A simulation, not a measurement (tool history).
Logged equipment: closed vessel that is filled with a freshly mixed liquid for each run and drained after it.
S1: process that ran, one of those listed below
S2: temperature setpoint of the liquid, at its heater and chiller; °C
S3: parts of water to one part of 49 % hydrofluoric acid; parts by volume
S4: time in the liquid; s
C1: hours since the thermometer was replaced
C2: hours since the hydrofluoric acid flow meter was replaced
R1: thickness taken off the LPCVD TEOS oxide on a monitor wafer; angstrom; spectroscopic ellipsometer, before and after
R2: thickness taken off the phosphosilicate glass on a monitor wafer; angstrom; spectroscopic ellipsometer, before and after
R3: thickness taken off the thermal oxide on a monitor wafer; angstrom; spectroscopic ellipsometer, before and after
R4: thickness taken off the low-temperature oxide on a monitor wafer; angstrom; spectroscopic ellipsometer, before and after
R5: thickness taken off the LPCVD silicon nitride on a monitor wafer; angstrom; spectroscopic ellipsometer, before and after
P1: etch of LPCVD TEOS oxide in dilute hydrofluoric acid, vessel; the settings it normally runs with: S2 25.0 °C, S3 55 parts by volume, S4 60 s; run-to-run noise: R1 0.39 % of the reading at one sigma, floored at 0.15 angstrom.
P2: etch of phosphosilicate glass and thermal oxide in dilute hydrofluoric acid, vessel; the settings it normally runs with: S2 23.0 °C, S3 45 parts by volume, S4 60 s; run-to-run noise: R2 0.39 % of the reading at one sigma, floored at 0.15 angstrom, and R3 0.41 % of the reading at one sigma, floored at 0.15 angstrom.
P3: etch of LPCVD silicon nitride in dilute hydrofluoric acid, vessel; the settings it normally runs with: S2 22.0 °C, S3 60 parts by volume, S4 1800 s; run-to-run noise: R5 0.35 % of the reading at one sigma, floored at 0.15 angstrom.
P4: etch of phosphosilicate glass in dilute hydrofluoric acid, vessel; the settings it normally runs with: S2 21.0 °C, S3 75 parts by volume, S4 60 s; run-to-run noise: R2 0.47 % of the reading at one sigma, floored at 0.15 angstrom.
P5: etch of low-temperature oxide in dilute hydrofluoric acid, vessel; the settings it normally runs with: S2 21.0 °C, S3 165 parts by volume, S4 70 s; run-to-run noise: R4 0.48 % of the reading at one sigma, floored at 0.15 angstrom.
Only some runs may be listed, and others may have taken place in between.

run,day,S1,S2,S3,S4,C1,C2,R1,R2,R3,R4,R5
1,0.283,P1,25.0,55,60,1014.1,868.0,207.34,,,,
2,0.821,P4,21.0,75,60,1027.0,880.9,,1556.30,,,
3,1.221,P2,23.0,45,60,1036.6,890.5,,1344.20,65.147,,
4,1.696,P4,28.0,75,60,1048.0,901.9,,2060.40,,,
5,2.225,P1,29.5,35,60,1060.7,914.6,404.93,,,,
6,2.629,P5,21.0,165,70,1070.4,924.3,,,,123.22,
7,3.029,P5,26.0,165,70,1080.0,933.9,,,,148.39,
8,3.596,P3,22.0,20,1800,1093.6,947.5,,,,,391.05
9,4.179,P4,21.0,125,60,1107.6,961.5,,882.24,,,
10,4.688,P1,25.0,55,60,1119.8,973.7,209.34,,,,
11,5.133,P1,25.0,55,60,1130.5,984.4,209.13,,,,
# day 5.471: thermometer replaced
12,5.558,P1,20.0,55,60,2.2,994.6,168.85,,,,
13,6.025,P2,26.5,45,60,13.4,1005.8,,1557.80,75.774,,
14,6.462,P1,30.5,55,60,23.9,1016.3,257.73,,,,
15,6.954,P5,21.0,165,70,35.7,1028.1,,,,123.00,
16,7.450,P1,25.0,55,60,47.6,1040.0,208.67,,,,
17,7.729,P1,25.0,55,30,54.3,1046.7,104.76,,,,
18,8.225,P1,25.0,85,60,66.2,1058.6,129.89,,,,
19,8.721,P1,25.0,55,60,78.1,1070.5,210.04,,,,
20,9.312,P1,31.0,20,60,92.3,1084.7,767.86,,,,
21,9.908,P4,21.0,75,30,106.6,1099.0,,775.87,,,
22,10.388,P1,25.0,20,60,118.1,1110.5,600.37,,,,
23,10.700,P4,21.0,75,60,125.6,1118.0,,1542.10,,,
24,11.200,P3,29.5,60,1800,137.6,1130.0,,,,,221.64

The next listed run, before its measurement:
25,11.733,P5,21.0,165,100,150.4,1142.8,,,,?,

R4: 175.16 angstrom
